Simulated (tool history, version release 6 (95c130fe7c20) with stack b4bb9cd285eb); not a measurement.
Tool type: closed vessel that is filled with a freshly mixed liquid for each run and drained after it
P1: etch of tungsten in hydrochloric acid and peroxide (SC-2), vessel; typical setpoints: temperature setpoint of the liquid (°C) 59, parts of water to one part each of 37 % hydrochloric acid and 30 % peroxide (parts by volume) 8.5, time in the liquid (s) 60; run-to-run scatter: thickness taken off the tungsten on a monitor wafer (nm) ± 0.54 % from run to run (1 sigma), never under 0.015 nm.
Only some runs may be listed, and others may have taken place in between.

run	day	temperature setpoint of the liquid (°C)	parts of water to one part each of 37 % hydrochloric acid and 30 % peroxide (parts by volume)	time in the liquid (s)	hours since the thermometer was replaced	hours since the chemicals flow meter was replaced	hours since the drum of peroxide was connected	thickness taken off the tungsten on a monitor wafer (nm)
1	0.421	59	8.5	60	1230.6	313.1	714.8	44.42
2	0.829	59	8.5	110	1240.4	322.9	724.6	82.884
3	1.217	43	8.5	60	1249.7	332.2	733.9	15.563
4	1.621	48	8.5	30	1259.4	341.9	743.6	11.011
5	1.875	52.5	8.5	85	1265.5	348	749.7	41.708
6	2.112	59	8.5	60	1271.2	353.7	755.4	45.277
7	2.542	72	8.5	60	1281.5	364	765.7	100.44
8	2.921	45	8.5	30	1290.6	373.1	774.8	8.8801
9	3.362	59	14.5	60	1301.2	383.7	785.4	28.41
10	3.562	59	8.5	60	1306	388.5	790.2	44.451
11	3.967	59	8.5	60	1315.7	398.2	799.9	44.743
12	4.217	59	8.5	60	1321.7	404.2	805.9	44.774
13	4.429	59	4	60	1326.8	409.3	811	78.279
14	4.75	59	8.5	60	1334.5	417	818.7	44.439
15	5.179	59	8.5	30	1344.8	427.3	829	22.636
16	5.421	59	8.5	60	1350.6	433.1	834.8	45.236
17	5.617	59	8.5	60	1355.3	437.8	839.5	46.282
18	5.879	59	8.5	60	1361.6	444.1	845.8	47.891
19	6.267	59	8.5	60	1370.9	453.4	855.1	48.34
20	6.542	59	8.5	60	1377.5	460	861.7	48.677
21	6.746	59	8.5	60	1382.4	464.9	866.6	48.535
22	7.117	59	8.5	60	1391.3	473.8	875.5	48.825

Compared with where it was, what P1 gives has crept away. Each cause listed below fits the log as well as the rest, at the size given for it:
A: chemicals flow above the setpoint (%) = 11.2
B: liquid hotter than its thermometer reads (K) = 1.36
At approximately day 5.421, the process output began to creep.
Every other cause this tool's parts could produce, and why it does not fit the log:
peroxide weaker than its label (%): at most 8, which would move thickness taken off the tungsten on a monitor wafer (nm) by -7.3 %: too little, or the wrong way

Which of the 4 check runs listed below, each an average over 3 wafers with its results shown as question marks, gives clearly different results under the different listed causes?
check 1	7.488	47	4	60				?
check 2	7.488	59	11	35				?
check 3	7.488	72	8.5	110				?
check 4	7.488	45.5	12	60				?

What every check run would give for each of its results, assuming each possible cause in turn:
check	result	if A	if B
check 1	thickness taken off the tungsten on a monitor wafer (nm)	38.398	39.271
check 2	thickness taken off the tungsten on a monitor wafer (nm)	23.129	23.046
check 3	thickness taken off the tungsten on a monitor wafer (nm)	197.42	196.26
check 4	thickness taken off the tungsten on a monitor wafer (nm)	15.167	15.206
Per check, the gap between the least separated pair of causes, taken in the result that splits them most: check 1 2.25 %; check 2 0.36 %; check 3 0.59 %; check 4 0.25 %
Only check 1 tells the causes apart: in the others they would give nearly the same result.

Check 1 was carried out, with these results: thickness taken off the tungsten on a monitor wafer (nm) 38.308. Which of the listed causes is responsible?

It was cause A: chemicals flow above the setpoint (%).
